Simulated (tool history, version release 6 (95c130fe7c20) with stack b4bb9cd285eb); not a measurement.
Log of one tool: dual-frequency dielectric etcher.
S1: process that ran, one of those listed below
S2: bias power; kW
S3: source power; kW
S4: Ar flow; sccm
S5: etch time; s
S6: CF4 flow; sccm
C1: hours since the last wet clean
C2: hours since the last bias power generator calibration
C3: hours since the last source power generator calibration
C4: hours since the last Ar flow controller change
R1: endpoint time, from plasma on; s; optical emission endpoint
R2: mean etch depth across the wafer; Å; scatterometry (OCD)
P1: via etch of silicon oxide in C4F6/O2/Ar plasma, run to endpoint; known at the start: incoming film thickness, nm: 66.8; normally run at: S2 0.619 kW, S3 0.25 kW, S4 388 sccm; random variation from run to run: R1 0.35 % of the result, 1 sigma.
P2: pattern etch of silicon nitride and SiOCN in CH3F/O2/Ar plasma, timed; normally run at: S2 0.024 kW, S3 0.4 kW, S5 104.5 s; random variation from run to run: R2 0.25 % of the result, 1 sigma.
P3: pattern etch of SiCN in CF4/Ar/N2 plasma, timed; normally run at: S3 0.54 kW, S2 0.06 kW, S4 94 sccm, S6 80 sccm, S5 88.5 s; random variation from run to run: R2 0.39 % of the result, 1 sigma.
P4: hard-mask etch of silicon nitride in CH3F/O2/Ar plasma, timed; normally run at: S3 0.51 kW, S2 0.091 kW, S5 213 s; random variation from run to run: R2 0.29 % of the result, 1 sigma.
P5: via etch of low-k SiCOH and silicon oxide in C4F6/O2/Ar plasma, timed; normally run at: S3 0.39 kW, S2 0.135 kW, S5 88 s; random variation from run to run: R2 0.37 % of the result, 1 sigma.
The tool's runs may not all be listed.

run   hour  S1     S2    S3   S4     S5   S6     C1      C2      C3      C4      R1      R2
  1     12  P1  0.619  0.25  388              355.1    1336  1263.8  3658.1  16.654
  2   21.2  P2  0.016   0.4       104.5       364.3  1345.2    1273  3667.3          115.68
  3   32.1  P1  0.619  0.15  388              375.2  1356.1  1283.9  3678.2  20.144
  4   44.3  P3   0.06  0.77   94   88.5   80  387.4  1368.3  1296.1  3690.4          1171.1
  5   52.8  P3   0.06  0.54   94   88.5  101  395.9  1376.8  1304.6  3698.9          881.33
  6   61.7  P3   0.06  0.54   94   51.5   80  404.8  1385.7  1313.5  3707.8          498.13
  7   68.2  P1  0.619  0.25  388              411.3  1392.2    1320  3714.3  16.776
  8   74.8  P1  0.619  0.25  388              417.9  1398.8  1326.6  3720.9   16.65
  9   86.5  P4  0.091  0.51         213       429.6  1410.5  1338.3  3732.6          1724.4
      88.3  -- Ar flow controller replaced
 10   96.1  P1  0.619  0.25  312              439.2  1420.1  1347.9     7.8  16.402
 11  101.6  P5  0.135  0.39          52       444.7  1425.6  1353.4    13.3          1319.6
 12  107.4  P1  0.619  0.33  388              450.5  1431.4  1359.2    19.1  15.113
 13  118.2  P1  0.767  0.25  388              461.3  1442.2    1370    29.9  15.423
 14    129  P4  0.115  0.51         213       472.1    1453  1380.8    40.7          1874.8
 15  138.2  P1  0.619  0.25  388              481.3  1462.2    1390    49.9   16.74
 16  149.6  P2  0.024   0.4       104.5       492.7  1473.6  1401.4    61.3          138.06
 17  161.7  P5  0.176  0.39          88       504.8  1485.7  1413.5    73.4          2420.5
 18  169.1  P5  0.135  0.24          88       512.2  1493.1  1420.9    80.8          1838.9
 19  180.3  P3   0.06  0.54   94   88.5   80  523.4  1504.3  1432.1      92          855.94
 20  188.9  P1  0.487  0.25  388                532  1512.9  1440.7   100.6  18.354
 21  196.2  P2  0.024  0.53       104.5       539.3  1520.2    1448   107.9          152.55
 22  206.3  P3  0.072  0.54   94   88.5   80  549.4  1530.3  1458.1     118          908.41
 23  213.1  P4  0.091  0.51         276       556.2  1537.1  1464.9   124.8            2227
 24  221.6  P3   0.06  0.54  123   88.5   80  564.7  1545.6  1473.4   133.3          816.31
 25  228.1  P4  0.091  0.67         213       571.2  1552.1  1479.9   139.8          1913.1
 26    239  P1  0.619  0.25  486              582.1    1563  1490.8   150.7  17.276
 27  251.6  P3   0.06  0.54   94   88.5   80  594.7  1575.6  1503.4   163.3          860.43
 28  259.4  P5  0.135  0.39          88       602.5  1583.4  1511.2   171.1          2214.4
 29  271.7  P1  0.816  0.25  322              614.8  1595.7  1523.5   183.4  14.631
 30  280.2  P2  0.024   0.4        80.5       623.3  1604.2    1532   191.9          106.59
 31  288.8  P1  0.619  0.25  388              631.9  1612.8  1540.6   200.5  16.771
 32  296.4  P1  0.619  0.25  388              639.5  1620.4  1548.2   208.1  16.836
 33    302  P1  0.619  0.25  388              645.1    1626  1553.8   213.7  16.827
 34  311.6  P1  0.619  0.25  388              654.7  1635.6  1563.4   223.3  16.856
 35  320.4  P1  0.619  0.25  388              663.5  1644.4  1572.2   232.1  16.965

Forecast run 36:
 36  330.4  P1  0.619  0.25  388          673.5  1654.4  1582.2  242.1   ?

Run 36 gave R1 16.953 s.
